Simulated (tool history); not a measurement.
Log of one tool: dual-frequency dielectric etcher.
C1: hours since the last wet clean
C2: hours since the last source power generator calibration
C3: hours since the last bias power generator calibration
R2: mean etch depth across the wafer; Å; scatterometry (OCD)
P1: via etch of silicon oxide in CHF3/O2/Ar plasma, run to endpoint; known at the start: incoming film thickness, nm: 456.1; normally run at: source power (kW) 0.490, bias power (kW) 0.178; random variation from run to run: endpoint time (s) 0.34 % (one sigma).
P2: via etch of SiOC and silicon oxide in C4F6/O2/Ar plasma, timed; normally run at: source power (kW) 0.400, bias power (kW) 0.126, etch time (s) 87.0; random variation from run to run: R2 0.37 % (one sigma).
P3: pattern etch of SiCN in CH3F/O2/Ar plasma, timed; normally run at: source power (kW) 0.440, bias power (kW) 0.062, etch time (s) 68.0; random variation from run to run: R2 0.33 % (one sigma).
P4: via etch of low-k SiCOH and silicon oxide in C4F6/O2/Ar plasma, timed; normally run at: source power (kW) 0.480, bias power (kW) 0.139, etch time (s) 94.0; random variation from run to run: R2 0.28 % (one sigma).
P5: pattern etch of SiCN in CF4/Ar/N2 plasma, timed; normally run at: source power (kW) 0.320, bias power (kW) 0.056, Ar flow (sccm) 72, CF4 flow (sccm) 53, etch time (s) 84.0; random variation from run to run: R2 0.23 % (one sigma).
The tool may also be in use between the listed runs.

run 1 hour=7.9 | process_that_ran=P1 source_power_(kW)=0.490 bias_power_(kW)=0.178 | C1=338.2 C2=1927.7 C3=1610.4 | endpoint_time_(s)=252.16
run 2 hour=15.8 | process_that_ran=P3 source_power_(kW)=0.440 bias_power_(kW)=0.042 etch_time_(s)=68.0 | C1=346.1 C2=1935.6 C3=1618.3 | R2=219.92
run 3 hour=23.7 | process_that_ran=P4 source_power_(kW)=0.480 bias_power_(kW)=0.186 etch_time_(s)=94.0 | C1=354.0 C2=1943.5 C3=1626.2 | R2=2826.50
run 4 hour=32.3 | process_that_ran=P1 source_power_(kW)=0.490 bias_power_(kW)=0.178 | C1=362.6 C2=1952.1 C3=1634.8 | endpoint_time_(s)=252.26
run 5 hour=41.5 | process_that_ran=P3 source_power_(kW)=0.440 bias_power_(kW)=0.062 etch_time_(s)=68.0 | C1=371.8 C2=1961.3 C3=1644.0 | R2=249.20
run 6 hour=47.3 | process_that_ran=P5 source_power_(kW)=0.320 bias_power_(kW)=0.044 etch_time_(s)=84.0 Ar_flow_(sccm)=72 CF4_flow_(sccm)=53 | C1=377.6 C2=1967.1 C3=1649.8 | R2=460.36
run 7 hour=55.5 | process_that_ran=P1 source_power_(kW)=0.670 bias_power_(kW)=0.139 | C1=385.8 C2=1975.3 C3=1658.0 | endpoint_time_(s)=243.07
run 8 hour=64.2 | process_that_ran=P1 source_power_(kW)=0.490 bias_power_(kW)=0.142 | C1=394.5 C2=1984.0 C3=1666.7 | endpoint_time_(s)=271.70
run 9 hour=68.8 | process_that_ran=P1 source_power_(kW)=0.490 bias_power_(kW)=0.251 | C1=399.1 C2=1988.6 C3=1671.3 | endpoint_time_(s)=222.38
run 10 hour=77.3 | process_that_ran=P1 source_power_(kW)=0.640 bias_power_(kW)=0.224 | C1=407.6 C2=1997.1 C3=1679.8 | endpoint_time_(s)=211.89
run 11 hour=81.8 | process_that_ran=P4 source_power_(kW)=0.480 bias_power_(kW)=0.139 etch_time_(s)=94.0 | C1=412.1 C2=2001.6 C3=1684.3 | R2=2584.80
run 12 hour=88.1 | process_that_ran=P2 source_power_(kW)=0.400 bias_power_(kW)=0.126 etch_time_(s)=87.0 | C1=418.4 C2=2007.9 C3=1690.6 | R2=895.95
run 13 hour=96.2 | process_that_ran=P3 source_power_(kW)=0.440 bias_power_(kW)=0.062 etch_time_(s)=99.5 | C1=426.5 C2=2016.0 C3=1698.7 | R2=363.98
run 14 hour=102.1 | process_that_ran=P2 source_power_(kW)=0.400 bias_power_(kW)=0.126 etch_time_(s)=66.5 | C1=432.4 C2=2021.9 C3=1704.6 | R2=683.15
run 15 hour=109.3 | process_that_ran=P1 source_power_(kW)=0.690 bias_power_(kW)=0.178 | C1=439.6 C2=2029.1 C3=1711.8 | endpoint_time_(s)=220.36
run 16 hour=116.2 | process_that_ran=P1 source_power_(kW)=0.490 bias_power_(kW)=0.178 | C1=446.5 C2=2036.0 C3=1718.7 | endpoint_time_(s)=251.92
run 17 hour=125.1 | process_that_ran=P5 source_power_(kW)=0.410 bias_power_(kW)=0.056 etch_time_(s)=84.0 Ar_flow_(sccm)=72 CF4_flow_(sccm)=53 | C1=455.4 C2=2044.9 C3=1727.6 | R2=622.53
run 18 hour=134.4 | process_that_ran=P3 source_power_(kW)=0.580 bias_power_(kW)=0.062 etch_time_(s)=68.0 | C1=464.7 C2=2054.2 C3=1736.9 | R2=276.41
run 19 hour=143.3 | process_that_ran=P4 source_power_(kW)=0.480 bias_power_(kW)=0.139 etch_time_(s)=129.0 | C1=473.6 C2=2063.1 C3=1745.8 | R2=3549.50
run 20 hour=150.9 | process_that_ran=P1 source_power_(kW)=0.360 bias_power_(kW)=0.178 | C1=481.2 C2=2070.7 C3=1753.4 | endpoint_time_(s)=283.03
run 21 hour=157.4 | process_that_ran=P5 source_power_(kW)=0.320 bias_power_(kW)=0.056 etch_time_(s)=84.0 Ar_flow_(sccm)=72 CF4_flow_(sccm)=64 | C1=487.7 C2=2077.2 C3=1759.9 | R2=512.96
run 22 hour=162.1 | process_that_ran=P5 source_power_(kW)=0.320 bias_power_(kW)=0.056 etch_time_(s)=84.0 Ar_flow_(sccm)=72 CF4_flow_(sccm)=53 | C1=492.4 C2=2081.9 C3=1764.6 | R2=499.87
run 23 hour=170.8 | process_that_ran=P3 source_power_(kW)=0.440 bias_power_(kW)=0.062 etch_time_(s)=68.0 | C1=501.1 C2=2090.6 C3=1773.3 | R2=248.88
run 24 hour=178.5 | process_that_ran=P1 source_power_(kW)=0.490 bias_power_(kW)=0.178 | C1=508.8 C2=2098.3 C3=1781.0 | endpoint_time_(s)=252.43
run 25 hour=185.6 | process_that_ran=P4 source_power_(kW)=0.480 bias_power_(kW)=0.139 etch_time_(s)=94.0 | C1=515.9 C2=2105.4 C3=1788.1 | R2=2594.50
run 26 hour=190.2 | process_that_ran=P2 source_power_(kW)=0.400 bias_power_(kW)=0.172 etch_time_(s)=87.0 | C1=520.5 C2=2110.0 C3=1792.7 | R2=975.66
run 27 hour=198.3 | process_that_ran=P4 source_power_(kW)=0.610 bias_power_(kW)=0.139 etch_time_(s)=94.0 | C1=528.6 C2=2118.1 C3=1800.8 | R2=2848.60
run 28 hour=203.0 | process_that_ran=P2 source_power_(kW)=0.540 bias_power_(kW)=0.126 etch_time_(s)=87.0 | C1=533.3 C2=2122.8 C3=1805.5 | R2=1006.70
run 29 hour=210.2 | process_that_ran=P5 source_power_(kW)=0.320 bias_power_(kW)=0.056 etch_time_(s)=54.5 Ar_flow_(sccm)=72 CF4_flow_(sccm)=53 | C1=540.5 C2=2130.0 C3=1812.7 | R2=324.61
run 30 hour=219.5 | process_that_ran=P5 source_power_(kW)=0.320 bias_power_(kW)=0.056 etch_time_(s)=84.0 Ar_flow_(sccm)=44 CF4_flow_(sccm)=53 | C1=549.8 C2=2139.3 C3=1822.0 | R2=537.10
run 31 hour=226.3 | process_that_ran=P1 source_power_(kW)=0.490 bias_power_(kW)=0.178 | C1=556.6 C2=2146.1 C3=1828.8 | endpoint_time_(s)=252.93
run 32 hour=233.1 | process_that_ran=P1 source_power_(kW)=0.490 bias_power_(kW)=0.178 | C1=563.4 C2=2152.9 C3=1835.6 | endpoint_time_(s)=254.53
run 33 hour=240.0 | process_that_ran=P1 source_power_(kW)=0.490 bias_power_(kW)=0.178 | C1=570.3 C2=2159.8 C3=1842.5 | endpoint_time_(s)=254.98
run 34 hour=248.7 | process_that_ran=P1 source_power_(kW)=0.490 bias_power_(kW)=0.178 | C1=579.0 C2=2168.5 C3=1851.2 | endpoint_time_(s)=254.40
-- hour=252.4 wet clean of the chamber
run 35 hour=253.8 | process_that_ran=P1 source_power_(kW)=0.490 bias_power_(kW)=0.178 | C1=1.4 C2=2173.6 C3=1856.3 | endpoint_time_(s)=256.76
run 36 hour=258.7 | process_that_ran=P1 source_power_(kW)=0.490 bias_power_(kW)=0.178 | C1=6.3 C2=2178.5 C3=1861.2 | endpoint_time_(s)=256.52
run 37 hour=267.7 | process_that_ran=P1 source_power_(kW)=0.490 bias_power_(kW)=0.178 | C1=15.3 C2=2187.5 C3=1870.2 | endpoint_time_(s)=257.12
run 38 hour=272.5 | process_that_ran=P1 source_power_(kW)=0.490 bias_power_(kW)=0.178 | C1=20.1 C2=2192.3 C3=1875.0 | endpoint_time_(s)=257.75
run 39 hour=278.7 | process_that_ran=P1 source_power_(kW)=0.490 bias_power_(kW)=0.178 | C1=26.3 C2=2198.5 C3=1881.2 | endpoint_time_(s)=256.18
run 40 hour=288.0 | process_that_ran=P1 source_power_(kW)=0.490 bias_power_(kW)=0.178 | C1=35.6 C2=2207.8 C3=1890.5 | endpoint_time_(s)=256.75

What P1 gives has crept away from where it was. These 2 causes fit the log equally well, each at the size given:
A: bias power that arrives under what is set, % = 4.84
B: source power that arrives under what is set, % = 4.31
The creep began at about hour 226.3.
Why every other cause is out:
chamber walls in a state that lowers the etch rate, %: serviced at hour 252.4, which brought nothing back

4 check runs are offered, one wafer each, their results left as question marks. Which one tells the causes apart?
run check 1 hour=297.3 | process_that_ran=P3 source_power_(kW)=0.440 bias_power_(kW)=0.062 etch_time_(s)=68.0 | R2=?
run check 2 hour=297.3 | process_that_ran=P2 source_power_(kW)=0.400 bias_power_(kW)=0.126 etch_time_(s)=87.0 | R2=?
run check 3 hour=297.3 | process_that_ran=P4 source_power_(kW)=0.480 bias_power_(kW)=0.139 etch_time_(s)=94.0 | R2=?
run check 4 hour=297.3 | process_that_ran=P5 source_power_(kW)=0.320 bias_power_(kW)=0.056 etch_time_(s)=84.0 Ar_flow_(sccm)=72 CF4_flow_(sccm)=53 | R2=?

What each check would give under each cause:
check=check_1 result=R2 if_A=244.66 if_B=244.65
check=check_2 result=R2 if_A=879.85 if_B=877.39
check=check_3 result=R2 if_A=2550.60 if_B=2542.90
check=check_4 result=R2 if_A=490.82 if_B=479.97
How far apart the two closest causes lie, in the result that separates them most: check 1 0 %; check 2 0.28 %; check 3 0.31 %; check 4 2.24 %
Check 4 tells the causes apart: in the others they would give nearly the same result.

Check 4 was then run and gave: R2 478.91 Å. Which cause is it?

It is B: source power that arrives under what is set, %.
